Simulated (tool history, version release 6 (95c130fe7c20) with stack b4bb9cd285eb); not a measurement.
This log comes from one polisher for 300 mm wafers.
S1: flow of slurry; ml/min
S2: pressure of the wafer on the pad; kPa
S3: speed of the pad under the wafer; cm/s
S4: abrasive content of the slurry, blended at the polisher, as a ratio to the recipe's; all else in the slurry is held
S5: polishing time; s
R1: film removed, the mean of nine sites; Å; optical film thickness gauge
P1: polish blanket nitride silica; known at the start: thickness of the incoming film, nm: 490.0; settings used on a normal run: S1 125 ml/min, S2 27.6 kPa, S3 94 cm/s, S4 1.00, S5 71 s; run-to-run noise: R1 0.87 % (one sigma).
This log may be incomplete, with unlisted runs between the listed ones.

run 1 hour=5.3 | S1=125 S2=27.6 S3=94 S4=1.00 S5=71 | R1=554.48
run 2 hour=13.1 | S1=125 S2=27.6 S3=94 S4=1.00 S5=47 | R1=358.84
run 3 hour=22.2 | S1=125 S2=27.6 S3=94 S4=1.00 S5=71 | R1=541.32
run 4 hour=27.5 | S1=125 S2=42.1 S3=94 S4=1.00 S5=71 | R1=847.65
run 5 hour=36.8 | S1=125 S2=27.6 S3=94 S4=1.35 S5=71 | R1=629.01
run 6 hour=42.4 | S1=125 S2=12.4 S3=94 S4=1.00 S5=71 | R1=247.62
run 7 hour=49.6 | S1=125 S2=27.6 S3=94 S4=1.00 S5=111 | R1=863.13
run 8 hour=56.4 | S1=200 S2=27.6 S3=94 S4=1.00 S5=71 | R1=593.16
run 9 hour=62.0 | S1=75 S2=27.6 S3=94 S4=1.00 S5=71 | R1=481.43
run 10 hour=71.3 | S1=125 S2=27.6 S3=70 S4=1.00 S5=91 | R1=553.52
run 11 hour=77.9 | S1=125 S2=27.6 S3=94 S4=1.00 S5=71 | R1=550.75
run 12 hour=85.8 | S1=125 S2=27.6 S3=94 S4=0.50 S5=71 | R1=380.70
run 13 hour=90.5 | S1=125 S2=27.6 S3=118 S4=1.00 S5=71 | R1=663.92
run 14 hour=99.7 | S1=125 S2=27.6 S3=50 S4=1.00 S5=71 | R1=331.49
run 15 hour=106.8 | S1=125 S2=27.6 S3=94 S4=1.00 S5=71 | R1=550.95
run 16 hour=116.2 | S1=125 S2=27.6 S3=94 S4=1.00 S5=71 | R1=550.08
run 17 hour=122.9 | S1=125 S2=27.6 S3=94 S4=1.00 S5=71 | R1=528.99
run 18 hour=132.6 | S1=125 S2=27.6 S3=94 S4=1.00 S5=71 | R1=513.01
-- hour=137.2 head pressure recalibrated
run 19 hour=138.2 | S1=125 S2=27.6 S3=94 S4=1.00 S5=71 | R1=504.03
run 20 hour=146.4 | S1=125 S2=27.6 S3=94 S4=1.00 S5=71 | R1=508.43
-- hour=148.2 slurry blender recalibrated
-- hour=150.2 conditioning disc replaced and pad reconditioned
run 21 hour=156.4 | S1=125 S2=27.6 S3=94 S4=1.00 S5=71 | R1=500.36
run 22 hour=163.7 | S1=125 S2=27.6 S3=94 S4=1.00 S5=71 | R1=496.98
run 23 hour=172.0 | S1=125 S2=27.6 S3=94 S4=1.00 S5=71 | R1=502.79

Compared with where it was, what P1 gives has crept away. Each cause listed below fits the log as well as the rest, at the size given for it:
A: slurry flow missing at the pad, % = 34.6
B: removal rate lost through wear of the pad, % = 10
Creep in the process output first set in at about hour 116.2.
All other causes, with the reason each is excluded:
head's pressure below its setpoint, %: work on it at hour 137.2, done after the drift set in, did not restore what the process gave before
abrasive missing from the slurry, %: work on it at hour 148.2, done after the drift set in, did not restore what the process gave before
time polished since the conditioner stopped cutting, s: work on it at hour 150.2, done after the drift set in, did not restore what the process gave before

Each of the check runs listed below is run on 5 wafers and reports their average, with the results left as question marks. Pick the one under which the possible causes would lead to clearly different results.
run check 1 hour=180.3 | S1=125 S2=40.7 S3=94 S4=1.00 S5=71 | R1=?
run check 2 hour=180.3 | S1=190 S2=27.6 S3=94 S4=1.30 S5=71 | R1=?
run check 3 hour=180.3 | S1=125 S2=15.2 S3=94 S4=0.55 S5=71 | R1=?
run check 4 hour=180.3 | S1=125 S2=12.4 S3=94 S4=1.00 S5=109 | R1=?

What each check would give under each cause:
check=check_1 result=R1 if_A=731.75 if_B=731.67
check=check_2 result=R1 if_A=615.01 if_B=594.90
check=check_3 result=R1 if_A=198.89 if_B=198.87
check=check_4 result=R1 if_A=342.73 if_B=342.69
How far apart the two closest causes lie, in the result that separates them most: check 1 0.01 %; check 2 3.32 %; check 3 0.01 %; check 4 0.01 %
Check 2 distinguishes between the causes, while the remaining checks would return nearly the same result for all of them.

The results of check 2 are: R1 594.37 Å. Based on these, which of the listed causes is it?

Of the candidate causes, it is B: removal rate lost through wear of the pad, %.

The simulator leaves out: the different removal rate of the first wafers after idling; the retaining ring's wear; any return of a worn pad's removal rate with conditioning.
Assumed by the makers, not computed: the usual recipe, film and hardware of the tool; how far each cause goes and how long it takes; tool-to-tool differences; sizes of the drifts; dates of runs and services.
